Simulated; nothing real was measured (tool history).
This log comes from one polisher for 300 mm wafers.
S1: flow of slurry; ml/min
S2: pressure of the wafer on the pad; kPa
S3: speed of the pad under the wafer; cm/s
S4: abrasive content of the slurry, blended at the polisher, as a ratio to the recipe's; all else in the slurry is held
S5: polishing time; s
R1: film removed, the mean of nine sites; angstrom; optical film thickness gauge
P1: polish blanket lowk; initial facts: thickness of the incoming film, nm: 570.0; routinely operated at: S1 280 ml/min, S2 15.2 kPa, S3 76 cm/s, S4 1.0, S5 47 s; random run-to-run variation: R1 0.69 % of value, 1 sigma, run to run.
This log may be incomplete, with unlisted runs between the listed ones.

| run | hour | S1 | S2 | S3 | S4 | S5 | R1 |
|---|---|---|---|---|---|---|---|
| 1 | 3.4 | 280 | 15.2 | 76 | 1.0 | 47 | 194.930 |
| 2 | 7.0 | 420 | 15.2 | 76 | 1.0 | 30 | 130.170 |
| 3 | 11.3 | 280 | 15.2 | 76 | 1.0 | 26 | 108.180 |
| 4 | 14.1 | 280 | 15.2 | 76 | 1.4 | 47 | 224.230 |
|  | 15.6 | slurry blender recalibrated |
| 5 | 17.2 | 280 | 15.2 | 118 | 1.0 | 47 | 282.050 |
| 6 | 19.7 | 280 | 6.9 | 76 | 1.0 | 47 | 89.526 |
| 7 | 22.9 | 280 | 15.2 | 46 | 1.0 | 47 | 132.990 |
|  | 25.4 | head pressure recalibrated |
| 8 | 25.5 | 435 | 15.2 | 76 | 1.0 | 47 | 201.940 |
| 9 | 28.1 | 170 | 15.2 | 76 | 0.6 | 47 | 142.930 |
| 10 | 31.9 | 280 | 15.2 | 76 | 0.6 | 47 | 150.540 |
| 11 | 35.9 | 280 | 15.2 | 76 | 0.6 | 34 | 108.170 |
| 12 | 38.0 | 280 | 15.2 | 76 | 1.0 | 47 | 196.120 |
| 13 | 40.6 | 280 | 15.2 | 76 | 1.0 | 47 | 197.660 |
| 14 | 43.5 | 280 | 20.7 | 76 | 1.0 | 47 | 267.430 |
| 15 | 45.6 | 280 | 15.2 | 76 | 1.0 | 69 | 289.400 |
| 16 | 48.7 | 280 | 15.2 | 76 | 1.0 | 47 | 198.090 |
| 17 | 51.1 | 190 | 15.2 | 76 | 1.0 | 47 | 188.050 |
| 18 | 53.4 | 280 | 15.2 | 76 | 1.0 | 47 | 197.870 |
| 19 | 57.2 | 280 | 15.2 | 76 | 1.0 | 47 | 194.210 |
| 20 | 61.1 | 280 | 15.2 | 76 | 1.0 | 47 | 195.280 |
| 21 | 64.5 | 280 | 15.2 | 76 | 1.0 | 47 | 198.710 |
| 22 | 67.5 | 280 | 15.2 | 76 | 1.0 | 47 | 189.090 |
| 23 | 71.6 | 280 | 15.2 | 76 | 1.0 | 47 | 182.810 |
| 24 | 74.5 | 280 | 15.2 | 76 | 1.0 | 47 | 181.610 |
| 25 | 77.9 | 280 | 15.2 | 76 | 1.0 | 47 | 176.900 |
| 26 | 82.3 | 280 | 15.2 | 76 | 1.0 | 47 | 172.950 |
|  | 84.9 | conditioning disc replaced and pad reconditioned |
|  | 85.9 | head pressure recalibrated |
| 27 | 86.6 | 280 | 15.2 | 76 | 1.0 | 47 | 172.510 |
| 28 | 89.6 | 280 | 15.2 | 76 | 1.0 | 47 | 173.170 |
| 29 | 93.5 | 280 | 15.2 | 76 | 1.0 | 47 | 172.130 |
| 30 | 96.2 | 280 | 15.2 | 76 | 1.0 | 47 | 173.410 |
| 31 | 98.7 | 280 | 15.2 | 76 | 1.0 | 47 | 172.650 |
| 32 | 100.9 | 280 | 15.2 | 76 | 1.0 | 47 | 171.610 |

P1 no longer gives what it gave before; its output has crept away from where it was. The following 2 causes, each at its listed size, fit the log equally well:
A: removal rate lost through wear of the pad, % = 12.4
B: abrasive missing from the slurry, % = 23.7
The gradual shift began around hour 64.5.
The rest of the possible causes, and what rules out each one:
slurry flow missing at the pad, %: at most 40, giving a -6.1 % change in R1: too small, or against the direction of the creep
head's pressure below its setpoint, %: serviced at hour 85.9, after the drift had started, without restoring the earlier output
time polished since the conditioner stopped cutting, s: serviced at hour 84.9, after the drift had started, without restoring the earlier output

Which of the check runs below tells the causes apart, meaning the causes would give it clearly different results? Each run uses 3 wafers whose results are averaged, and each result is shown as a question mark.
| check 1 | 103.1 | 280 | 15.2 | 112 | 1.00 | 47 | ? |
| check 2 | 103.1 | 280 | 11.0 | 76 | 0.65 | 47 | ? |
| check 3 | 103.1 | 280 | 15.2 | 96 | 1.00 | 68 | ? |
| check 4 | 103.1 | 280 | 19.3 | 116 | 1.00 | 47 | ? |

Expected result of each check under each candidate cause:
| check | result | if A | if B |
|---|---|---|---|
| check 1 | R1 | 234.770 | 234.840 |
| check 2 | R1 | 100.580 | 97.762 |
| check 3 | R1 | 300.260 | 300.350 |
| check 4 | R1 | 307.300 | 307.400 |
Gap, in per cent, between the two causes that each check separates least, read from the result that separates them most: check 1 0.03 %; check 2 2.85 %; check 3 0.03 %; check 4 0.03 %
Of the check runs offered, only check 2 discriminates between the causes; the rest would read about the same regardless of which cause applies.

Running check 2 produced the following: R1 100.560 angstrom. Which one of the listed causes fits?

It was cause A: removal rate lost through wear of the pad, %.

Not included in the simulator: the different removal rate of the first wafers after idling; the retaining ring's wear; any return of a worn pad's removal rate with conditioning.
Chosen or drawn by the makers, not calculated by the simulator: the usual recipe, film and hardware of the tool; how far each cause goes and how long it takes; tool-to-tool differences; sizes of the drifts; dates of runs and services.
